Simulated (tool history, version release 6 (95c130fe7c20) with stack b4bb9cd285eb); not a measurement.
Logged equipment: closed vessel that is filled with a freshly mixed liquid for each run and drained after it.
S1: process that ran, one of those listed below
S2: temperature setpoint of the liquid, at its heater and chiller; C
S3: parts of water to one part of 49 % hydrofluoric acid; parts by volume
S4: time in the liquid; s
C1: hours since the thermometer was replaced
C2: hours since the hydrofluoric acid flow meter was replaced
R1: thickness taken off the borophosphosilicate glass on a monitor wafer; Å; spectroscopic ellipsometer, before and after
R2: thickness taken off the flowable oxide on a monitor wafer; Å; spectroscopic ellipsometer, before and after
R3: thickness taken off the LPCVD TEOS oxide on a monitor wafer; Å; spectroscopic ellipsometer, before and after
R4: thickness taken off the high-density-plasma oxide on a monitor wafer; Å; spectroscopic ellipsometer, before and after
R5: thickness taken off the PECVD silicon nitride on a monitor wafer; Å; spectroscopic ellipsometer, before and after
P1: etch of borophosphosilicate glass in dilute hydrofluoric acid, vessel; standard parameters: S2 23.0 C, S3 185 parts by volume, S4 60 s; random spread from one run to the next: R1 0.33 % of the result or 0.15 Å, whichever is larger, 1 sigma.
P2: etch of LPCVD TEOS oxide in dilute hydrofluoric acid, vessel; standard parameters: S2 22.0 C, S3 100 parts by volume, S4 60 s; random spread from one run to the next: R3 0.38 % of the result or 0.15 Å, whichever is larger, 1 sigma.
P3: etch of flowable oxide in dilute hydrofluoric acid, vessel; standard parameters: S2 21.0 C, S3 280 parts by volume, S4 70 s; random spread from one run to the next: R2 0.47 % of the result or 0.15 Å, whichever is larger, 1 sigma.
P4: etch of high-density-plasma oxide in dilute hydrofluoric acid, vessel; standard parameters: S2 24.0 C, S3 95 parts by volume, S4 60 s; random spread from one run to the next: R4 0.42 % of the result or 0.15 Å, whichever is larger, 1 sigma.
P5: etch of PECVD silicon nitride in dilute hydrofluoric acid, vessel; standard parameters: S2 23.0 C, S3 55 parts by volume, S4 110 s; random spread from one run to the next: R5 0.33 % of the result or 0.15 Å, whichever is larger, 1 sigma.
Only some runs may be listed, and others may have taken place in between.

run	hour	S1	S2	S3	S4	C1	C2	R1	R2	R3	R4	R5
1	9.1	P1	23.0	185	60	535.7	128.5	142.190				
2	22.2	P3	26.5	280	70	548.8	141.6		124.260			
3	29.9	P2	22.0	45	60	556.5	149.3			486.37		
4	44.9	P4	24.0	95	30	571.5	164.3				36.227	
5	60.9	P1	23.0	185	30	587.5	180.3	70.431				
6	75.6	P5	23.0	55	110	602.2	195.0					65.530
7	87.0	P1	23.0	185	60	613.6	206.4	140.040				
8	101.1	P3	21.0	280	70	627.7	220.5		103.630			
9	109.6	P2	22.0	100	60	636.2	229.0			203.36		
10	120.8	P1	23.0	185	60	647.4	240.2	140.880				
11	135.8	P1	18.0	185	60	662.4	255.2	116.560				
12	144.9	P4	24.0	95	60	671.5	264.3				72.824	
13	153.8	P1	23.0	185	60	680.4	273.2	140.980				
14	168.6	P1	29.5	185	60	695.2	288.0	179.060				
15	184.9	P1	23.0	185	60	711.5	304.3	141.300				
16	194.4	P4	24.0	175	60	721.0	313.8				35.822	
17	202.7	P4	28.5	95	60	729.3	322.1				86.766	
18	215.4	P5	17.0	55	110	742.0	334.8					43.387
19	223.2	P1	23.0	185	60	749.8	342.6	141.200				
20	237.3	P2	28.5	100	60	763.9	356.7			263.40		
21	244.5	P2	22.0	100	30	771.1	363.9			101.81		
22	253.2	P1	23.0	185	85	779.8	372.6	199.310				
23	267.0	P1	27.5	185	90	793.6	386.4	249.150				
24	274.2	P5	23.0	55	30	800.8	393.6					17.962
25	287.6	P1	23.0	305	60	814.2	407.0	75.869				
26	299.7	P3	21.0	280	30	826.3	419.1		43.898			
27	313.8	P1	23.0	185	60	840.4	433.2	140.370				
28	327.6	P1	23.0	70	60	854.2	447.0	428.700				
29	336.7	P5	23.0	90	110	863.3	456.1					41.082
30	348.2	P3	21.0	405	70	874.8	467.6		64.043			
31	363.8	P1	23.0	310	30	890.4	483.2	37.455				
32	373.6	P1	23.0	185	60	900.2	493.0	141.400				
33	386.0	P1	23.0	185	60	912.6	505.4	145.490				
34	395.4	P1	23.0	185	60	922.0	514.8	147.640				
35	405.6	P1	23.0	185	60	932.2	525.0	148.770				
36	413.3	P1	23.0	185	60	939.9	532.7	149.460				
37	423.7	P1	23.0	185	60	950.3	543.1	149.680				
38	437.4	P1	23.0	185	60	964.0	556.8	149.780				
39	452.6	P1	23.0	185	60	979.2	572.0	150.290				

Something has made what P1 gives creep away from where it was; the 2 causes below, each at its own stated size, fit the log equally well:
A: hydrofluoric acid flow above the setpoint (%) = 5.44
B: liquid hotter than its thermometer reads (K) = 1.7
The gradual shift began around hour 373.6.

The 4 check runs listed below each average the results of 2 wafers, and their outcomes are marked with question marks. Under which run would the listed causes produce clearly different results?
check 1	467.8	P2	28.0	100	30					?		
check 2	467.8	P3	24.5	280	30				?			
check 3	467.8	P4	27.0	150	60						?	
check 4	467.8	P5	18.5	55	35							?

What each check would give under each cause:
check	result	if A	if B
check 1	R3	137.41	138.02
check 2	R2	53.506	53.038
check 3	R4	51.314	51.313
check 4	R5	16.228	17.352
Smallest distance between any two causes, each pair judged by its most separating result, in per cent: check 1 0.45 %; check 2 0.88 %; check 3 0 %; check 4 6.7 %
Check 4 tells the causes apart: in the others they would give nearly the same result.

Check 4 was carried out, with these results: R5 17.337 Å. Which of the listed causes is responsible?

The cause is B: liquid hotter than its thermometer reads (K).
